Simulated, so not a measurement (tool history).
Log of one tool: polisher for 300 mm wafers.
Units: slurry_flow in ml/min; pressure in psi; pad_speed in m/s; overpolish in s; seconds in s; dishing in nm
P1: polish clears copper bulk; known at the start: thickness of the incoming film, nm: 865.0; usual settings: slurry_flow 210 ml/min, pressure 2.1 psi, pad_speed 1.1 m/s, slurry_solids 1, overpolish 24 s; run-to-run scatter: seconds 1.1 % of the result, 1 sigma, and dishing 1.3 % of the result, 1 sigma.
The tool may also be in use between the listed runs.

run,hour,slurry_flow,pressure,pad_speed,slurry_solids,overpolish,seconds,dishing
1,6.7,210,2.1,1.1,1,24,110.04,64.738
2,15.5,160,2.1,1.1,0.7,24,126.68,63.956
3,21.1,125,2.1,1.1,1,24,123.9,66.474
# hour 26.8: slurry blender recalibrated
4,29,210,2.1,1.1,1,24,113.54,65.957
5,38.3,210,2.1,1.1,1,36,112.43,73.317
6,42.4,210,3.1,1.1,1,24,75.77,76.657
7,51.4,210,2.1,1.1,1,7,112.58,33.908
8,58.1,210,2.1,0.68,1,24,184.04,53.894
9,63.3,210,2.1,1.1,1,24,113.02,66.011
10,71.2,210,2.1,1.1,1,24,113.35,65.33
11,78.2,210,1,1.1,1,24,236.65,43.512
12,83.4,210,2.1,1.1,1,24,114.3,66.551
13,89.5,265,2.1,1.1,1,24,106.82,65.713
14,97,210,2.1,1.1,1.25,24,106.88,65.839
15,104.3,210,2.1,1.1,0.55,34,126.05,71.924
16,113.1,210,1.1,1.1,1,14,215.74,33.82
17,121.5,210,2.1,1.58,1,24,78.48,71.949
18,126.2,210,2.1,1.1,1,24,112.47,67.683
19,132.1,210,2.1,1.1,0.65,24,123.7,64.375
20,136.6,210,2.1,1.1,1,24,111.59,65.605
21,140.6,210,2.1,1.1,1,24,112.63,66.344
22,149,210,2.1,1.1,1,24,115.15,64.485
23,156.9,210,2.1,1.1,1,24,116.67,65.832
24,161.4,210,2.1,1.1,1,24,115.45,64.94
25,167.4,210,2.1,1.1,1,24,115.94,65.166
# hour 170.7: worn pad replaced by a new one
26,172,210,2.1,1.1,1,24,119.12,63.792
27,176.9,210,2.1,1.1,1,24,123.35,64.084
# hour 182.2: head pressure recalibrated
28,182.2,210,2.1,1.1,1,24,122.71,63.796
29,186.5,210,2.1,1.1,1,24,124.01,64.23
30,193.5,210,2.1,1.1,1,24,122.47,63.903
31,200.4,210,2.1,1.1,1,24,120.85,63.05

What P1 gives has crept away from where it was. These 2 causes fit the log equally well, each at the size given:
A: abrasive missing from the slurry, % = 31.8
B: slurry flow missing at the pad, % = 39.2
The creep began at about hour 136.6.
Why every other cause is out:
removal rate lost through wear of the pad, %: serviced at hour 170.7, which brought nothing back
head's pressure below its setpoint, %: serviced at hour 182.2, which brought nothing back

4 check runs are offered, each on 3 wafers whose results are averaged, their results left as question marks. Which one tells the causes apart?
check 1,207.3,210,3.1,1.1,1,24,?,?
check 2,207.3,210,2.1,1.1,1,7,?,?
check 3,207.3,210,1.4,1.1,0.7,24,?,?
check 4,207.3,125,2.1,1.1,1,24,?,?

What each check would give under each cause:
check,result,if A,if B
check 1,seconds,82.231,82.248
check 1,dishing,75.77,75.766
check 2,seconds,121.39,121.41
check 2,dishing,31.516,31.511
check 3,seconds,195.52,196.26
check 3,dishing,49.678,49.583
check 4,seconds,132.11,138.61
check 4,dishing,62.385,61.195
How far apart the two closest causes lie, in the result that separates them most: check 1 0.02 %; check 2 0.02 %; check 3 0.38 %; check 4 4.81 %
Check 4 tells the causes apart: in the others they would give nearly the same result.

Check 4 was then run and gave: seconds 139.45 s; dishing 61.289 nm. Which cause is it?

It is B: slurry flow missing at the pad, %.
